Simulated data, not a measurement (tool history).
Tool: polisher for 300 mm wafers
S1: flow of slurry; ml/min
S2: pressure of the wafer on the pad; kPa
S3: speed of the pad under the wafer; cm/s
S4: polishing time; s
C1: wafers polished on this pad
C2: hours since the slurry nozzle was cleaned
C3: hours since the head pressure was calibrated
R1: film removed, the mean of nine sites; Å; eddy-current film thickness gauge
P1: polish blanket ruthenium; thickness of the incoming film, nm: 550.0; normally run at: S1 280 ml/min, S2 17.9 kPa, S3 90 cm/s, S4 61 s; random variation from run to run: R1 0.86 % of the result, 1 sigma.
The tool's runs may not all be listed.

run 1 hour=7.3 | S1=280 S2=17.9 S3=90 S4=61 | C1=327 C2=250.7 C3=334.7 | R1=772.42
run 2 hour=14.7 | S1=280 S2=17.9 S3=90 S4=61 | C1=394 C2=258.1 C3=342.1 | R1=766.42
run 3 hour=21.1 | S1=280 S2=17.9 S3=90 S4=27 | C1=452 C2=264.5 C3=348.5 | R1=335.38
run 4 hour=28.0 | S1=170 S2=17.9 S3=90 S4=89 | C1=514 C2=271.4 C3=355.4 | R1=1052.40
run 5 hour=34.2 | S1=280 S2=17.9 S3=90 S4=61 | C1=570 C2=277.6 C3=361.6 | R1=781.77
run 6 hour=39.6 | S1=280 S2=25.5 S3=90 S4=61 | C1=619 C2=283.0 C3=367.0 | R1=1082.50
run 7 hour=48.9 | S1=280 S2=17.9 S3=90 S4=61 | C1=703 C2=292.3 C3=376.3 | R1=760.95
run 8 hour=55.4 | S1=280 S2=17.9 S3=90 S4=61 | C1=762 C2=298.8 C3=382.8 | R1=757.95
run 9 hour=61.4 | S1=280 S2=17.9 S3=40 S4=82 | C1=816 C2=304.8 C3=388.8 | R1=444.82
run 10 hour=66.2 | S1=440 S2=17.9 S3=90 S4=61 | C1=859 C2=309.6 C3=393.6 | R1=789.22
run 11 hour=72.5 | S1=280 S2=8.3 S3=90 S4=61 | C1=916 C2=315.9 C3=399.9 | R1=354.42
run 12 hour=81.1 | S1=280 S2=17.9 S3=42 S4=61 | C1=994 C2=324.5 C3=408.5 | R1=357.26
run 13 hour=85.9 | S1=170 S2=17.9 S3=90 S4=61 | C1=1037 C2=329.3 C3=413.3 | R1=713.27
run 14 hour=91.1 | S1=280 S2=17.9 S3=138 S4=61 | C1=1084 C2=334.5 C3=418.5 | R1=1156.40
run 15 hour=98.5 | S1=280 S2=17.9 S3=90 S4=93 | C1=1151 C2=341.9 C3=425.9 | R1=1164.70
run 16 hour=106.9 | S1=175 S2=17.9 S3=90 S4=42 | C1=1227 C2=350.3 C3=434.3 | R1=503.23
run 17 hour=115.7 | S1=280 S2=17.9 S3=90 S4=61 | C1=1306 C2=359.1 C3=443.1 | R1=769.27
run 18 hour=123.8 | S1=280 S2=17.9 S3=90 S4=61 | C1=1380 C2=367.2 C3=451.2 | R1=751.06
run 19 hour=130.0 | S1=280 S2=17.9 S3=90 S4=61 | C1=1436 C2=373.4 C3=457.4 | R1=738.88
run 20 hour=135.7 | S1=280 S2=17.9 S3=90 S4=61 | C1=1487 C2=379.1 C3=463.1 | R1=740.72
-- hour=141.6 worn pad replaced by a new one
run 21 hour=144.6 | S1=280 S2=17.9 S3=90 S4=61 | C1=27 C2=388.0 C3=472.0 | R1=736.00
run 22 hour=153.1 | S1=280 S2=17.9 S3=90 S4=61 | C1=103 C2=396.5 C3=480.5 | R1=738.30
run 23 hour=159.4 | S1=280 S2=17.9 S3=90 S4=61 | C1=160 C2=402.8 C3=486.8 | R1=731.68
run 24 hour=167.7 | S1=280 S2=17.9 S3=90 S4=61 | C1=235 C2=411.1 C3=495.1 | R1=713.97
run 25 hour=176.5 | S1=280 S2=17.9 S3=90 S4=61 | C1=315 C2=419.9 C3=503.9 | R1=717.49

What P1 gives has crept away from where it was. These 2 causes fit the log equally well, each at the size given:
A: slurry flow missing at the pad, % = 35.4
B: head's pressure below its setpoint, % = 5.05
The creep began at about hour 115.7.
Why every other cause is out:
removal rate lost through wear of the pad, %: serviced at hour 141.6, which brought nothing back

4 check runs are offered, each on 5 wafers whose results are averaged, their results left as question marks. Which one tells the causes apart?
run check 1 hour=185.3 | S1=170 S2=17.9 S3=90 S4=89 | R1=?
run check 2 hour=185.3 | S1=280 S2=22.1 S3=130 S4=61 | R1=?
run check 3 hour=185.3 | S1=280 S2=12.4 S3=90 S4=61 | R1=?
run check 4 hour=185.3 | S1=280 S2=17.9 S3=44 S4=40 | R1=?

What each check would give under each cause:
check=check_1 result=R1 if_A=965.70 if_B=995.88
check=check_2 result=R1 if_A=1289.90 if_B=1290.00
check=check_3 result=R1 if_A=502.31 if_B=502.34
check=check_4 result=R1 if_A=232.60 if_B=232.62
How far apart the two closest causes lie, in the result that separates them most: check 1 3.08 %; check 2 0.01 %; check 3 0.01 %; check 4 0.01 %
Check 1 tells the causes apart: in the others they would give nearly the same result.

Check 1 was then run and gave: R1 1000.50 Å. Which cause is it?

It is B: head's pressure below its setpoint, %.
